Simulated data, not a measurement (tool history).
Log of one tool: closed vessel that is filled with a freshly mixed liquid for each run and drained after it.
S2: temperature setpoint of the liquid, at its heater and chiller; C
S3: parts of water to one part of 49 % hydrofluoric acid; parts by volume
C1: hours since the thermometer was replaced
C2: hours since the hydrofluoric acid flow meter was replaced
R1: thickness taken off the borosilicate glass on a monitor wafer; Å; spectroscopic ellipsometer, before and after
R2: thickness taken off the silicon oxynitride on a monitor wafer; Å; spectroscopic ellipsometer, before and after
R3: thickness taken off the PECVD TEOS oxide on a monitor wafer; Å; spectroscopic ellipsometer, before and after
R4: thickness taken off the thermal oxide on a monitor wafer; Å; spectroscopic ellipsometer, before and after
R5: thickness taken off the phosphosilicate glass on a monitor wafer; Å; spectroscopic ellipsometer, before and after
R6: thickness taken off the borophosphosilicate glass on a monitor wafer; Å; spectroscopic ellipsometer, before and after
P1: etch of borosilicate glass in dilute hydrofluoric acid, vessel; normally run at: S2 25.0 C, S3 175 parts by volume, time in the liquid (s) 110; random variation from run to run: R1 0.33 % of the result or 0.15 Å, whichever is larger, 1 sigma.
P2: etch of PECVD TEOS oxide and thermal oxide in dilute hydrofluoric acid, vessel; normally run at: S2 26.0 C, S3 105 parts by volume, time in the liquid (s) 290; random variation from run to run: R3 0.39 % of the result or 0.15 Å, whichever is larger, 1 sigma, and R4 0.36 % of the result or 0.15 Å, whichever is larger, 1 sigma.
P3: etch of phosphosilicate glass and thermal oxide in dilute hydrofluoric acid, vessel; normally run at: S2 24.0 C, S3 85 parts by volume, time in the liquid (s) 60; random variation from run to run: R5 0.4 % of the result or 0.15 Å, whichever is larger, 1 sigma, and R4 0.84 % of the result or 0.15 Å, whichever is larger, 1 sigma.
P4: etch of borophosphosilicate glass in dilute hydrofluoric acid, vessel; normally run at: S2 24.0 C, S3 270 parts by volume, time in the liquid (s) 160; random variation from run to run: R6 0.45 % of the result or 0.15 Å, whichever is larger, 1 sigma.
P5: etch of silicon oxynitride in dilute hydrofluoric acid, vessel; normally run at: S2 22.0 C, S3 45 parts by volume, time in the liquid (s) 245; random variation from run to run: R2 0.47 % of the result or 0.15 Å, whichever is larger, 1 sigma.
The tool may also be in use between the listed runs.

run 1 hour=16.5 | process_that_ran=P1 S2=25.0 S3=175 time_in_the_liquid_(s)=110 | C1=1764.5 C2=208.1 | R1=197.760
run 2 hour=24.8 | process_that_ran=P5 S2=26.5 S3=45 time_in_the_liquid_(s)=245 | C1=1772.8 C2=216.4 | R2=103.330
run 3 hour=32.6 | process_that_ran=P1 S2=25.0 S3=175 time_in_the_liquid_(s)=110 | C1=1780.6 C2=224.2 | R1=197.020
run 4 hour=48.4 | process_that_ran=P1 S2=25.0 S3=175 time_in_the_liquid_(s)=110 | C1=1796.4 C2=240.0 | R1=196.290
run 5 hour=61.6 | process_that_ran=P1 S2=25.0 S3=175 time_in_the_liquid_(s)=110 | C1=1809.6 C2=253.2 | R1=196.700
run 6 hour=70.0 | process_that_ran=P5 S2=22.0 S3=45 time_in_the_liquid_(s)=30 | C1=1818.0 C2=261.6 | R2=10.171
run 7 hour=86.7 | process_that_ran=P2 S2=33.5 S3=105 time_in_the_liquid_(s)=290 | C1=1834.7 C2=278.3 | R3=607.54 R4=174.300
run 8 hour=94.6 | process_that_ran=P1 S2=25.0 S3=175 time_in_the_liquid_(s)=110 | C1=1842.6 C2=286.2 | R1=196.660
run 9 hour=105.7 | process_that_ran=P3 S2=24.0 S3=85 time_in_the_liquid_(s)=30 | C1=1853.7 C2=297.3 | R4=16.448 R5=577.78
run 10 hour=114.9 | process_that_ran=P1 S2=25.0 S3=175 time_in_the_liquid_(s)=175 | C1=1862.9 C2=306.5 | R1=314.770
run 11 hour=126.2 | process_that_ran=P4 S2=24.0 S3=445 time_in_the_liquid_(s)=160 | C1=1874.2 C2=317.8 | R6=140.80
run 12 hour=141.0 | process_that_ran=P1 S2=25.0 S3=325 time_in_the_liquid_(s)=110 | C1=1889.0 C2=332.6 | R1=90.234
run 13 hour=156.4 | process_that_ran=P1 S2=31.0 S3=175 time_in_the_liquid_(s)=110 | C1=1904.4 C2=348.0 | R1=244.160
run 14 hour=172.9 | process_that_ran=P1 S2=25.0 S3=175 time_in_the_liquid_(s)=110 | C1=1920.9 C2=364.5 | R1=196.210
run 15 hour=183.7 | process_that_ran=P3 S2=24.0 S3=85 time_in_the_liquid_(s)=60 | C1=1931.7 C2=375.3 | R4=32.499 R5=1157.40
run 16 hour=192.3 | process_that_ran=P5 S2=22.0 S3=75 time_in_the_liquid_(s)=245 | C1=1940.3 C2=383.9 | R2=48.464
run 17 hour=209.6 | process_that_ran=P3 S2=24.0 S3=150 time_in_the_liquid_(s)=60 | C1=1957.6 C2=401.2 | R4=17.141 R5=608.93
run 18 hour=224.1 | process_that_ran=P4 S2=17.0 S3=270 time_in_the_liquid_(s)=160 | C1=1972.1 C2=415.7 | R6=208.64
run 19 hour=232.8 | process_that_ran=P2 S2=26.0 S3=105 time_in_the_liquid_(s)=480 | C1=1980.8 C2=424.4 | R3=761.80 R4=217.900
run 20 hour=247.0 | process_that_ran=P2 S2=26.0 S3=50 time_in_the_liquid_(s)=290 | C1=1995.0 C2=438.6 | R3=1039.80 R4=297.220
run 21 hour=259.2 | process_that_ran=P3 S2=32.0 S3=85 time_in_the_liquid_(s)=60 | C1=2007.2 C2=450.8 | R4=45.399 R5=1588.30
run 22 hour=276.0 | process_that_ran=P2 S2=26.0 S3=105 time_in_the_liquid_(s)=290 | C1=2024.0 C2=467.6 | R3=459.13 R4=132.540
run 23 hour=290.0 | process_that_ran=P4 S2=24.0 S3=270 time_in_the_liquid_(s)=315 | C1=2038.0 C2=481.6 | R6=532.19
run 24 hour=299.2 | process_that_ran=P3 S2=24.0 S3=85 time_in_the_liquid_(s)=60 | C1=2047.2 C2=490.8 | R4=33.229 R5=1159.50
run 25 hour=312.8 | process_that_ran=P1 S2=18.5 S3=175 time_in_the_liquid_(s)=110 | C1=2060.8 C2=504.4 | R1=152.470
run 26 hour=327.6 | process_that_ran=P1 S2=25.0 S3=175 time_in_the_liquid_(s)=110 | C1=2075.6 C2=519.2 | R1=197.850
run 27 hour=337.1 | process_that_ran=P4 S2=24.0 S3=270 time_in_the_liquid_(s)=160 | C1=2085.1 C2=528.7 | R6=272.16

The next listed run, before its measurement:
run 28 hour=347.3 | process_that_ran=P1 S2=25.0 S3=50 time_in_the_liquid_(s)=110 | C1=2095.3 C2=538.9 | R1=?

Run 28 gave R1 802.780 Å.
